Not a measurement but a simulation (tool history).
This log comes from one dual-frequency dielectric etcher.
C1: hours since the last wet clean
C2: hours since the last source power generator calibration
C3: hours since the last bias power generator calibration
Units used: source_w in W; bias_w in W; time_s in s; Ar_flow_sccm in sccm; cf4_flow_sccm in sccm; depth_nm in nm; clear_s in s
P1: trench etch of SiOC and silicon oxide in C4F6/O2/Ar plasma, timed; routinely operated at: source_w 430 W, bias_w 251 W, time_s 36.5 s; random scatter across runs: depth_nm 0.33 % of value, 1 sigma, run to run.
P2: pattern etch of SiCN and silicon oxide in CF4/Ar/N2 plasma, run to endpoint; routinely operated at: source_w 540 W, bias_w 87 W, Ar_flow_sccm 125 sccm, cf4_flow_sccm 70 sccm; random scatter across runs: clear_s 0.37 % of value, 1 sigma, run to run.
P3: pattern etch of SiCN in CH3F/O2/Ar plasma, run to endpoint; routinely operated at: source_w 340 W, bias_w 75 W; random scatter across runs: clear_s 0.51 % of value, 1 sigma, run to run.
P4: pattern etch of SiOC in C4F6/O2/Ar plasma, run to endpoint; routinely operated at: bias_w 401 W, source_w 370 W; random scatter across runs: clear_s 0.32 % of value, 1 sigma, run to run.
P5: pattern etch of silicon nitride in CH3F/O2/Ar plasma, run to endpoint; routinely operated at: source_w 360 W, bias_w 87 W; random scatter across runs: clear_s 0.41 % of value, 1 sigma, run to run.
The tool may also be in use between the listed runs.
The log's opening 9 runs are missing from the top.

run 10 day=1.888 | process=P2 source_w=540 bias_w=87 Ar_flow_sccm=125 cf4_flow_sccm=91 | C1=209.0 C2=1441.9 C3=2614.4 | clear_s=14.123
run 11 day=2.175 | process=P3 source_w=340 bias_w=75 | C1=215.9 C2=1448.8 C3=2621.3 | clear_s=27.809
run 12 day=2.388 | process=P2 source_w=540 bias_w=64 Ar_flow_sccm=125 cf4_flow_sccm=70 | C1=221.0 C2=1453.9 C3=2626.4 | clear_s=16.389
run 13 day=2.525 | process=P1 source_w=430 bias_w=251 time_s=25.5 | C1=224.3 C2=1457.2 C3=2629.7 | depth_nm=57.071
run 14 day=2.808 | process=P2 source_w=640 bias_w=87 Ar_flow_sccm=125 cf4_flow_sccm=70 | C1=231.1 C2=1464.0 C3=2636.5 | clear_s=12.706
run 15 day=2.946 | process=P4 source_w=370 bias_w=266 | C1=234.4 C2=1467.3 C3=2639.8 | clear_s=20.202
run 16 day=3.175 | process=P5 source_w=360 bias_w=103 | C1=239.9 C2=1472.8 C3=2645.3 | clear_s=63.536
run 17 day=3.429 | process=P1 source_w=430 bias_w=251 time_s=36.5 | C1=246.0 C2=1478.9 C3=2651.4 | depth_nm=81.837
run 18 day=3.667 | process=P5 source_w=360 bias_w=87 | C1=251.7 C2=1484.6 C3=2657.1 | clear_s=67.414
run 19 day=3.933 | process=P4 source_w=370 bias_w=401 | C1=258.1 C2=1491.0 C3=2663.5 | clear_s=17.510
run 20 day=4.162 | process=P1 source_w=430 bias_w=164 time_s=36.5 | C1=263.6 C2=1496.5 C3=2669.0 | depth_nm=70.654
run 21 day=4.425 | process=P3 source_w=280 bias_w=75 | C1=269.9 C2=1502.8 C3=2675.3 | clear_s=29.722
run 22 day=4.612 | process=P1 source_w=430 bias_w=251 time_s=53.0 | C1=274.4 C2=1507.3 C3=2679.8 | depth_nm=118.580
run 23 day=4.900 | process=P1 source_w=430 bias_w=251 time_s=36.5 | C1=281.3 C2=1514.2 C3=2686.7 | depth_nm=81.846
run 24 day=5.154 | process=P2 source_w=540 bias_w=87 Ar_flow_sccm=171 cf4_flow_sccm=70 | C1=287.4 C2=1520.3 C3=2692.8 | clear_s=15.583
run 25 day=5.392 | process=P3 source_w=340 bias_w=44 | C1=293.1 C2=1526.0 C3=2698.5 | clear_s=33.227
run 26 day=5.533 | process=P2 source_w=540 bias_w=87 Ar_flow_sccm=125 cf4_flow_sccm=70 | C1=296.5 C2=1529.4 C3=2701.9 | clear_s=14.839
-- day=5.550 wet clean of the chamber
run 27 day=5.746 | process=P1 source_w=430 bias_w=251 time_s=36.5 | C1=4.7 C2=1534.5 C3=2707.0 | depth_nm=81.767
run 28 day=5.958 | process=P1 source_w=430 bias_w=167 time_s=48.0 | C1=9.8 C2=1539.6 C3=2712.1 | depth_nm=93.817
run 29 day=6.133 | process=P1 source_w=520 bias_w=251 time_s=36.5 | C1=14.0 C2=1543.8 C3=2716.3 | depth_nm=87.686
run 30 day=6.333 | process=P1 source_w=430 bias_w=174 time_s=50.0 | C1=18.8 C2=1548.6 C3=2721.1 | depth_nm=99.425
run 31 day=6.600 | process=P1 source_w=430 bias_w=251 time_s=36.5 | C1=25.2 C2=1555.0 C3=2727.5 | depth_nm=81.525
run 32 day=6.742 | process=P1 source_w=430 bias_w=251 time_s=36.5 | C1=28.6 C2=1558.4 C3=2730.9 | depth_nm=81.384
run 33 day=7.033 | process=P1 source_w=430 bias_w=251 time_s=36.5 | C1=35.6 C2=1565.4 C3=2737.9 | depth_nm=80.553
run 34 day=7.229 | process=P1 source_w=430 bias_w=251 time_s=36.5 | C1=40.3 C2=1570.1 C3=2742.6 | depth_nm=80.533

Forecast run 35:
-- day=7.338 wet clean of the chamber
run 35 day=7.496 | process=P1 source_w=430 bias_w=251 time_s=36.5 | C1=3.9 C2=1576.5 C3=2749.0 | depth_nm=?

{"run 35": {"depth_nm": 80.31}}
